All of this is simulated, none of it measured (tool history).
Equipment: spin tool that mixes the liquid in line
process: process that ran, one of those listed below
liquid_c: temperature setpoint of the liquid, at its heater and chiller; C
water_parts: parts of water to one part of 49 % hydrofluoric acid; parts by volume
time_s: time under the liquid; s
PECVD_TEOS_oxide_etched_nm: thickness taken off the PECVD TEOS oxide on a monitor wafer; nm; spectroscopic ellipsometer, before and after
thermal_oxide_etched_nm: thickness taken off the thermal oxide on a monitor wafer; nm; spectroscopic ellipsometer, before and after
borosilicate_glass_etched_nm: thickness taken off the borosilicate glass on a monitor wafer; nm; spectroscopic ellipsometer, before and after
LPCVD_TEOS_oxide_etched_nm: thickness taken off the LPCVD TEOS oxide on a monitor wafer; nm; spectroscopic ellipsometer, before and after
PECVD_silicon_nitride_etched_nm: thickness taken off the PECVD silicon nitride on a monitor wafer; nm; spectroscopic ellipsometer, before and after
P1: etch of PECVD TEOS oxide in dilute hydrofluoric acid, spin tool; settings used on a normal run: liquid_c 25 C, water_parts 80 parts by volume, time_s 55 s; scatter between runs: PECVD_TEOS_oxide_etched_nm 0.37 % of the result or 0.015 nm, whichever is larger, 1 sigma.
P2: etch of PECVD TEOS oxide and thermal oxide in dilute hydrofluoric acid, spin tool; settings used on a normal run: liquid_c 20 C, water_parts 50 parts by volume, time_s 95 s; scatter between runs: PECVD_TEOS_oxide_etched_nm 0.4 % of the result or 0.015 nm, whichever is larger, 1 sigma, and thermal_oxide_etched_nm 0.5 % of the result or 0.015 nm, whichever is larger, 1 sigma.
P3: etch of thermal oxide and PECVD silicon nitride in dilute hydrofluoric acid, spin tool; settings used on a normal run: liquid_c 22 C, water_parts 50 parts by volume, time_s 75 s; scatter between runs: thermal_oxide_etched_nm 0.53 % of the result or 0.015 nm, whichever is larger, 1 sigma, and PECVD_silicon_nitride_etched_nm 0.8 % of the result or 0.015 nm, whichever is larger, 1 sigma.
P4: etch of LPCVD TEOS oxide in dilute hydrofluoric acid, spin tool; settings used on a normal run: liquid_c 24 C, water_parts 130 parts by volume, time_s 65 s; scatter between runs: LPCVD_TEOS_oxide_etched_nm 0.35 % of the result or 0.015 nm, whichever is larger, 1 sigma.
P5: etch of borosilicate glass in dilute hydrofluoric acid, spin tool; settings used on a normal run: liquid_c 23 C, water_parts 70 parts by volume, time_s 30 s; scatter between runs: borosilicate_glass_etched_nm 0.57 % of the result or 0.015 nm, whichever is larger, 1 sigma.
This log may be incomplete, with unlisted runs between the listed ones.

run,day,process,liquid_c,water_parts,time_s,PECVD_TEOS_oxide_etched_nm,thermal_oxide_etched_nm,borosilicate_glass_etched_nm,LPCVD_TEOS_oxide_etched_nm,PECVD_silicon_nitride_etched_nm
1,0.162,P1,25,80,55,20.783,,,,
2,0.35,P1,25,80,55,20.698,,,,
3,0.575,P1,25,115,90,22.605,,,,
4,0.779,P2,24.5,50,95,31.629,10.006,,,
5,0.979,P2,20,50,95,26.184,8.4171,,,
6,1.25,P5,31.5,70,30,,,14.902,,
7,1.517,P5,23,70,30,,,10.662,,
8,1.658,P1,25,80,105,39.804,,,,
9,1.888,P1,25,80,55,20.921,,,,
10,2.129,P1,21,80,55,17.701,,,,
11,2.362,P5,23,115,30,,,6.1738,,
12,2.496,P1,25,80,55,20.76,,,,
13,2.725,P2,20,50,50,13.718,4.4282,,,
14,2.975,P4,18,130,65,,,,20.454,
15,3.133,P5,23,70,55,,,19.491,,
16,3.3,P4,24,205,65,,,,15.181,
17,3.479,P5,23,70,30,,,10.653,,
18,3.654,P1,25,135,55,11.437,,,,
19,3.833,P4,24,130,65,,,,25.948,
20,4.054,P1,25,80,55,20.788,,,,
21,4.188,P3,22,20,75,,19.222,,,8.2956
22,4.404,P2,20,50,95,26.158,8.3804,,,
23,4.658,P2,20,75,95,16.945,5.4714,,,

Run 24 comes next. What will it give?
24,4.854,P3,22,50,75,,?,,,?

{"run 24": {"thermal_oxide_etched_nm": 7.3853, "PECVD_silicon_nitride_etched_nm": 3.4601}}
